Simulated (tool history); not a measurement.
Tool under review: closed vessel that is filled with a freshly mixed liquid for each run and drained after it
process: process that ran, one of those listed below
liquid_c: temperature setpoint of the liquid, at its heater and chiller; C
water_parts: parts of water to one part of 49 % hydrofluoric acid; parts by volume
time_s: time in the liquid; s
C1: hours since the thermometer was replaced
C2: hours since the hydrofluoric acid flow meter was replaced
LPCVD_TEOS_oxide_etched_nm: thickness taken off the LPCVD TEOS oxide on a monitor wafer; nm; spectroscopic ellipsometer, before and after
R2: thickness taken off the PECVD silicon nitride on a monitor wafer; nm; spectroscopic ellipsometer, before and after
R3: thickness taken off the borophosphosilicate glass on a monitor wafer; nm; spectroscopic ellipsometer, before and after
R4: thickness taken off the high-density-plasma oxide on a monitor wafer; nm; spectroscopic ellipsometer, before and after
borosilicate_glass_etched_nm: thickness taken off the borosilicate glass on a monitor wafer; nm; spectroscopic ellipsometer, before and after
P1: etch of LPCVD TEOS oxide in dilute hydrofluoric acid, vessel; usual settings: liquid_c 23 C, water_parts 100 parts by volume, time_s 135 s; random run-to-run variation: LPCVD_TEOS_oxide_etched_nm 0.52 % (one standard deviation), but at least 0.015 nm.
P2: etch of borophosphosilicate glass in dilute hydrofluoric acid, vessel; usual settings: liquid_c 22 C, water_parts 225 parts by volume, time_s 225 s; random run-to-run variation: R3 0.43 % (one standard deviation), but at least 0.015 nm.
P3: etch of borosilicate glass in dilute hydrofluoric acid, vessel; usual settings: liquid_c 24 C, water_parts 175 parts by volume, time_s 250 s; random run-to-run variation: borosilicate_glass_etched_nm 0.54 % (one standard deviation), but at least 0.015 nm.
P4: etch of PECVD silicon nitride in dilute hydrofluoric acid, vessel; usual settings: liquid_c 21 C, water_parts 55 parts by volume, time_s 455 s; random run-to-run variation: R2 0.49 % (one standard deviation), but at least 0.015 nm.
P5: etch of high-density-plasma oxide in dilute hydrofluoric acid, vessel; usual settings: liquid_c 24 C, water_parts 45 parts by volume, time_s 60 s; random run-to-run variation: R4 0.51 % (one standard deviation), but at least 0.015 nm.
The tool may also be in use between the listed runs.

run 1 day=0.217 | process=P1 liquid_c=23 water_parts=100 time_s=135 | C1=176.2 C2=162.4 | LPCVD_TEOS_oxide_etched_nm=36.0320
run 2 day=0.538 | process=P1 liquid_c=23 water_parts=100 time_s=235 | C1=183.9 C2=170.1 | LPCVD_TEOS_oxide_etched_nm=62.0470
run 3 day=0.896 | process=P1 liquid_c=19 water_parts=100 time_s=135 | C1=192.5 C2=178.7 | LPCVD_TEOS_oxide_etched_nm=30.5700
run 4 day=1.279 | process=P1 liquid_c=17 water_parts=100 time_s=30 | C1=201.7 C2=187.9 | LPCVD_TEOS_oxide_etched_nm=6.2411
run 5 day=1.483 | process=P1 liquid_c=17 water_parts=100 time_s=40 | C1=206.6 C2=192.8 | LPCVD_TEOS_oxide_etched_nm=8.2070
run 6 day=1.825 | process=P4 liquid_c=17 water_parts=55 time_s=455 | C1=214.8 C2=201.0 | R2=29.5770
run 7 day=2.108 | process=P4 liquid_c=21 water_parts=55 time_s=455 | C1=221.6 C2=207.8 | R2=39.2220
run 8 day=2.500 | process=P2 liquid_c=22 water_parts=225 time_s=225 | C1=231.0 C2=217.2 | R3=36.053
run 9 day=2.862 | process=P5 liquid_c=24 water_parts=65 time_s=60 | C1=239.7 C2=225.9 | R4=10.6300
run 10 day=3.221 | process=P2 liquid_c=22 water_parts=370 time_s=225 | C1=248.3 C2=234.5 | R3=18.969
run 11 day=3.621 | process=P3 liquid_c=24 water_parts=300 time_s=250 | C1=257.9 C2=244.1 | borosilicate_glass_etched_nm=22.275
run 12 day=4.017 | process=P5 liquid_c=24 water_parts=45 time_s=60 | C1=267.4 C2=253.6 | R4=15.6470
run 13 day=4.196 | process=P1 liquid_c=31 water_parts=100 time_s=135 | C1=271.7 C2=257.9 | LPCVD_TEOS_oxide_etched_nm=48.7340
run 14 day=4.483 | process=P5 liquid_c=24 water_parts=45 time_s=60 | C1=278.6 C2=264.8 | R4=15.6490
run 15 day=4.704 | process=P3 liquid_c=24 water_parts=175 time_s=250 | C1=283.9 C2=270.1 | borosilicate_glass_etched_nm=43.760
run 16 day=5.079 | process=P1 liquid_c=23 water_parts=100 time_s=70 | C1=292.9 C2=279.1 | LPCVD_TEOS_oxide_etched_nm=18.6670
run 17 day=5.283 | process=P1 liquid_c=23 water_parts=100 time_s=135 | C1=297.8 C2=284.0 | LPCVD_TEOS_oxide_etched_nm=35.5600
run 18 day=5.583 | process=P1 liquid_c=23 water_parts=100 time_s=135 | C1=305.0 C2=291.2 | LPCVD_TEOS_oxide_etched_nm=35.8760
run 19 day=5.925 | process=P3 liquid_c=20 water_parts=175 time_s=250 | C1=313.2 C2=299.4 | borosilicate_glass_etched_nm=37.324
run 20 day=6.229 | process=P1 liquid_c=23 water_parts=25 time_s=135 | C1=320.5 C2=306.7 | LPCVD_TEOS_oxide_etched_nm=158.1900
run 21 day=6.604 | process=P3 liquid_c=24 water_parts=175 time_s=250 | C1=329.5 C2=315.7 | borosilicate_glass_etched_nm=43.653
run 22 day=6.825 | process=P2 liquid_c=22 water_parts=225 time_s=430 | C1=334.8 C2=321.0 | R3=69.149
run 23 day=7.071 | process=P3 liquid_c=24 water_parts=175 time_s=90 | C1=340.7 C2=326.9 | borosilicate_glass_etched_nm=15.707
run 24 day=7.392 | process=P1 liquid_c=23 water_parts=100 time_s=135 | C1=348.4 C2=334.6 | LPCVD_TEOS_oxide_etched_nm=35.7380
run 25 day=7.704 | process=P5 liquid_c=24 water_parts=45 time_s=30 | C1=355.9 C2=342.1 | R4=7.8786
run 26 day=8.042 | process=P1 liquid_c=23 water_parts=175 time_s=135 | C1=364.0 C2=350.2 | LPCVD_TEOS_oxide_etched_nm=18.7740
run 27 day=8.258 | process=P4 liquid_c=21 water_parts=55 time_s=100 | C1=369.2 C2=355.4 | R2=8.6753
run 28 day=8.654 | process=P5 liquid_c=20 water_parts=45 time_s=60 | C1=378.7 C2=364.9 | R4=13.3620
run 29 day=8.979 | process=P4 liquid_c=21 water_parts=100 time_s=455 | C1=386.5 C2=372.7 | R2=21.8970
run 30 day=9.171 | process=P1 liquid_c=23 water_parts=100 time_s=135 | C1=391.1 C2=377.3 | LPCVD_TEOS_oxide_etched_nm=35.9960
run 31 day=9.379 | process=P1 liquid_c=17 water_parts=140 time_s=135 | C1=396.1 C2=382.3 | LPCVD_TEOS_oxide_etched_nm=19.2930
run 32 day=9.671 | process=P2 liquid_c=30 water_parts=225 time_s=225 | C1=403.1 C2=389.3 | R3=48.163
run 33 day=10.021 | process=P2 liquid_c=22 water_parts=225 time_s=225 | C1=411.5 C2=397.7 | R3=36.040
run 34 day=10.333 | process=P1 liquid_c=23 water_parts=100 time_s=135 | C1=419.0 C2=405.2 | LPCVD_TEOS_oxide_etched_nm=36.3110
run 35 day=10.717 | process=P1 liquid_c=23 water_parts=100 time_s=135 | C1=428.2 C2=414.4 | LPCVD_TEOS_oxide_etched_nm=34.6790
run 36 day=11.108 | process=P1 liquid_c=23 water_parts=100 time_s=135 | C1=437.6 C2=423.8 | LPCVD_TEOS_oxide_etched_nm=34.5590
run 37 day=11.446 | process=P1 liquid_c=23 water_parts=100 time_s=135 | C1=445.7 C2=431.9 | LPCVD_TEOS_oxide_etched_nm=34.2190
run 38 day=11.704 | process=P1 liquid_c=23 water_parts=100 time_s=135 | C1=451.9 C2=438.1 | LPCVD_TEOS_oxide_etched_nm=34.2110
run 39 day=12.046 | process=P1 liquid_c=23 water_parts=100 time_s=135 | C1=460.1 C2=446.3 | LPCVD_TEOS_oxide_etched_nm=34.0950
run 40 day=12.338 | process=P1 liquid_c=23 water_parts=100 time_s=135 | C1=467.1 C2=453.3 | LPCVD_TEOS_oxide_etched_nm=33.8770
run 41 day=12.642 | process=P1 liquid_c=23 water_parts=100 time_s=135 | C1=474.4 C2=460.6 | LPCVD_TEOS_oxide_etched_nm=33.9140
run 42 day=12.950 | process=P1 liquid_c=23 water_parts=100 time_s=135 | C1=481.8 C2=468.0 | LPCVD_TEOS_oxide_etched_nm=33.8470
run 43 day=13.338 | process=P1 liquid_c=23 water_parts=100 time_s=135 | C1=491.1 C2=477.3 | LPCVD_TEOS_oxide_etched_nm=33.7860
run 44 day=13.667 | process=P1 liquid_c=23 water_parts=100 time_s=135 | C1=499.0 C2=485.2 | LPCVD_TEOS_oxide_etched_nm=33.5930

Something has made what P1 gives creep away from where it was; the 2 causes below, each at its own stated size, fit the log equally well:
A: liquid colder than its thermometer reads (K) = 1.47
B: hydrofluoric acid flow below the setpoint (%) = 5.11
Creep in the process output first set in at about day 10.333.

Question marks stand in for the results of the 4 check runs listed below, each run on one wafer. Under which run would the listed causes show clearly different results?
run check 1 day=13.996 | process=P5 liquid_c=24 water_parts=45 time_s=60 | R4=?
run check 2 day=13.996 | process=P4 liquid_c=21 water_parts=55 time_s=455 | R2=?
run check 3 day=13.996 | process=P3 liquid_c=24 water_parts=175 time_s=250 | borosilicate_glass_etched_nm=?
run check 4 day=13.996 | process=P2 liquid_c=22 water_parts=225 time_s=225 | R3=?

Predicted outcomes, by check and by cause:
check=check_1 result=R4 if_A=14.7790 if_B=14.8600
check=check_2 result=R2 if_A=35.5660 if_B=37.4110
check=check_3 result=borosilicate_glass_etched_nm if_A=40.854 if_B=40.564
check=check_4 result=R3 if_A=34.066 if_B=33.748
Minimum pairwise separation of causes per check, each pair taken at its best-separating result: check 1 0.55 %; check 2 5.06 %; check 3 0.71 %; check 4 0.94 %
Of the check runs offered, only check 2 discriminates between the causes; the rest would read about the same regardless of which cause applies.

Running check 2 produced the following: R2 37.5290 nm. Which one of the listed causes fits?

The correct cause is B, namely: hydrofluoric acid flow below the setpoint (%).
